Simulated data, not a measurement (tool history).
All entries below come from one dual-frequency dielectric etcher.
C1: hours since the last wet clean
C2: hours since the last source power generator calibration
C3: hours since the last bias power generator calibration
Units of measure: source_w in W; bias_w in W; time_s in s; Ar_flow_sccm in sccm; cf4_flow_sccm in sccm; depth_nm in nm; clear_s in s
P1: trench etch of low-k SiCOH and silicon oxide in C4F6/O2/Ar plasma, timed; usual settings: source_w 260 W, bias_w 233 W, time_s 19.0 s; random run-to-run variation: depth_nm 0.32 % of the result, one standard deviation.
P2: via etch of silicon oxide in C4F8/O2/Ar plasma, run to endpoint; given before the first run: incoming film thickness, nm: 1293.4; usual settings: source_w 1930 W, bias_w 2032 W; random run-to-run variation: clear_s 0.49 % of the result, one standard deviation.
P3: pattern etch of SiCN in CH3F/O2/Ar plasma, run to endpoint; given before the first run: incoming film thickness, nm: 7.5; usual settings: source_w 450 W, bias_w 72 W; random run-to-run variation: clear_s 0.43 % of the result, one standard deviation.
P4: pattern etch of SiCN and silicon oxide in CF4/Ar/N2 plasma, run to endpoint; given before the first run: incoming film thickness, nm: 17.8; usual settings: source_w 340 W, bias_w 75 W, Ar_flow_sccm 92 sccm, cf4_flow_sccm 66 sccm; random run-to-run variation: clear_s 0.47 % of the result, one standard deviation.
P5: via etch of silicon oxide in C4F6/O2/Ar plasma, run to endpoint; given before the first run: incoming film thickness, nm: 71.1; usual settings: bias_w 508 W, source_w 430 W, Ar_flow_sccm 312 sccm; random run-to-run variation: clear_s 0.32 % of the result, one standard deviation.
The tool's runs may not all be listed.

{"run": 1, "hour": 5.0, "process": "P1", "source_w": 260, "bias_w": 233, "time_s": 19.0, "C1": 200.7, "C2": 2770.9, "C3": 1272.0, "depth_nm": 55.256}
{"run": 2, "hour": 9.0, "process": "P1", "source_w": 260, "bias_w": 233, "time_s": 27.0, "C1": 204.7, "C2": 2774.9, "C3": 1276.0, "depth_nm": 78.809}
{"run": 3, "hour": 15.6, "process": "P5", "source_w": 430, "bias_w": 508, "Ar_flow_sccm": 184, "C1": 211.3, "C2": 2781.5, "C3": 1282.6, "clear_s": 14.812}
{"run": 4, "hour": 19.2, "process": "P4", "source_w": 340, "bias_w": 75, "Ar_flow_sccm": 92, "cf4_flow_sccm": 91, "C1": 214.9, "C2": 2785.1, "C3": 1286.2, "clear_s": 25.261}
{"run": 5, "hour": 23.1, "process": "P1", "source_w": 160, "bias_w": 233, "time_s": 19.0, "C1": 218.8, "C2": 2789.0, "C3": 1290.1, "depth_nm": 45.936}
{"run": 6, "hour": 27.3, "process": "P1", "source_w": 260, "bias_w": 233, "time_s": 19.0, "C1": 223.0, "C2": 2793.2, "C3": 1294.3, "depth_nm": 55.115}
{"run": 7, "hour": 32.6, "process": "P2", "source_w": 1930, "bias_w": 2032, "C1": 228.3, "C2": 2798.5, "C3": 1299.6, "clear_s": 261.14}
{"run": 8, "hour": 36.6, "process": "P4", "source_w": 340, "bias_w": 75, "Ar_flow_sccm": 117, "cf4_flow_sccm": 66, "C1": 232.3, "C2": 2802.5, "C3": 1303.6, "clear_s": 27.264}
{"run": 9, "hour": 41.5, "process": "P4", "source_w": 340, "bias_w": 43, "Ar_flow_sccm": 92, "cf4_flow_sccm": 66, "C1": 237.2, "C2": 2807.4, "C3": 1308.5, "clear_s": 31.505}
{"run": 10, "hour": 45.8, "process": "P3", "source_w": 560, "bias_w": 72, "C1": 241.5, "C2": 2811.7, "C3": 1312.8, "clear_s": 18.14}
{"run": 11, "hour": 52.2, "process": "P5", "source_w": 430, "bias_w": 305, "Ar_flow_sccm": 312, "C1": 247.9, "C2": 2818.1, "C3": 1319.2, "clear_s": 18.686}
{"hour": 54.6, "done": "source power generator calibrated"}
{"run": 12, "hour": 55.4, "process": "P1", "source_w": 260, "bias_w": 233, "time_s": 19.0, "C1": 251.1, "C2": 0.8, "C3": 1322.4, "depth_nm": 55.454}
{"run": 13, "hour": 59.8, "process": "P5", "source_w": 430, "bias_w": 508, "Ar_flow_sccm": 312, "C1": 255.5, "C2": 5.2, "C3": 1326.8, "clear_s": 15.721}
{"run": 14, "hour": 63.7, "process": "P1", "source_w": 260, "bias_w": 233, "time_s": 19.0, "C1": 259.4, "C2": 9.1, "C3": 1330.7, "depth_nm": 55.338}
{"run": 15, "hour": 69.7, "process": "P3", "source_w": 450, "bias_w": 98, "C1": 265.4, "C2": 15.1, "C3": 1336.7, "clear_s": 17.566}
{"run": 16, "hour": 74.2, "process": "P2", "source_w": 1520, "bias_w": 2032, "C1": 269.9, "C2": 19.6, "C3": 1341.2, "clear_s": 287.31}
{"run": 17, "hour": 80.4, "process": "P1", "source_w": 360, "bias_w": 233, "time_s": 19.0, "C1": 276.1, "C2": 25.8, "C3": 1347.4, "depth_nm": 62.251}
{"run": 18, "hour": 86.9, "process": "P1", "source_w": 260, "bias_w": 233, "time_s": 19.0, "C1": 282.6, "C2": 32.3, "C3": 1353.9, "depth_nm": 55.172}
{"run": 19, "hour": 92.4, "process": "P1", "source_w": 260, "bias_w": 174, "time_s": 27.5, "C1": 288.1, "C2": 37.8, "C3": 1359.4, "depth_nm": 72.594}
{"run": 20, "hour": 99.3, "process": "P1", "source_w": 260, "bias_w": 233, "time_s": 13.5, "C1": 295.0, "C2": 44.7, "C3": 1366.3, "depth_nm": 39.31}
{"run": 21, "hour": 104.8, "process": "P4", "source_w": 460, "bias_w": 75, "Ar_flow_sccm": 92, "cf4_flow_sccm": 66, "C1": 300.5, "C2": 50.2, "C3": 1371.8, "clear_s": 20.2}
{"run": 22, "hour": 111.4, "process": "P3", "source_w": 450, "bias_w": 72, "C1": 307.1, "C2": 56.8, "C3": 1378.4, "clear_s": 19.651}
{"hour": 114.1, "done": "bias power generator calibrated"}
{"run": 23, "hour": 115.2, "process": "P1", "source_w": 260, "bias_w": 281, "time_s": 19.0, "C1": 310.9, "C2": 60.6, "C3": 1.2, "depth_nm": 58.894}
{"run": 24, "hour": 121.8, "process": "P2", "source_w": 1930, "bias_w": 1632, "C1": 317.5, "C2": 67.2, "C3": 7.8, "clear_s": 278.35}
{"run": 25, "hour": 127.7, "process": "P5", "source_w": 530, "bias_w": 508, "Ar_flow_sccm": 312, "C1": 323.4, "C2": 73.1, "C3": 13.7, "clear_s": 14.466}
{"run": 26, "hour": 130.8, "process": "P4", "source_w": 340, "bias_w": 75, "Ar_flow_sccm": 92, "cf4_flow_sccm": 66, "C1": 326.5, "C2": 76.2, "C3": 16.8, "clear_s": 26.407}
{"run": 27, "hour": 134.3, "process": "P2", "source_w": 1930, "bias_w": 2032, "C1": 330.0, "C2": 79.7, "C3": 20.3, "clear_s": 261.76}
{"run": 28, "hour": 138.8, "process": "P1", "source_w": 260, "bias_w": 138, "time_s": 19.0, "C1": 334.5, "C2": 84.2, "C3": 24.8, "depth_nm": 46.683}
{"run": 29, "hour": 143.0, "process": "P1", "source_w": 260, "bias_w": 233, "time_s": 19.0, "C1": 338.7, "C2": 88.4, "C3": 29.0, "depth_nm": 55.473}
{"run": 30, "hour": 148.3, "process": "P1", "source_w": 260, "bias_w": 233, "time_s": 19.0, "C1": 344.0, "C2": 93.7, "C3": 34.3, "depth_nm": 54.963}
{"run": 31, "hour": 154.5, "process": "P1", "source_w": 260, "bias_w": 233, "time_s": 19.0, "C1": 350.2, "C2": 99.9, "C3": 40.5, "depth_nm": 54.737}
{"run": 32, "hour": 160.6, "process": "P1", "source_w": 260, "bias_w": 233, "time_s": 19.0, "C1": 356.3, "C2": 106.0, "C3": 46.6, "depth_nm": 54.614}
{"run": 33, "hour": 164.8, "process": "P1", "source_w": 260, "bias_w": 233, "time_s": 19.0, "C1": 360.5, "C2": 110.2, "C3": 50.8, "depth_nm": 54.343}

For run 34, what comes out?
{"run": 34, "hour": 169.8, "process": "P1", "source_w": 260, "bias_w": 233, "time_s": 19.0, "C1": 365.5, "C2": 115.2, "C3": 55.8, "depth_nm": "?"}

{"run 34": {"depth_nm": 54.314}}
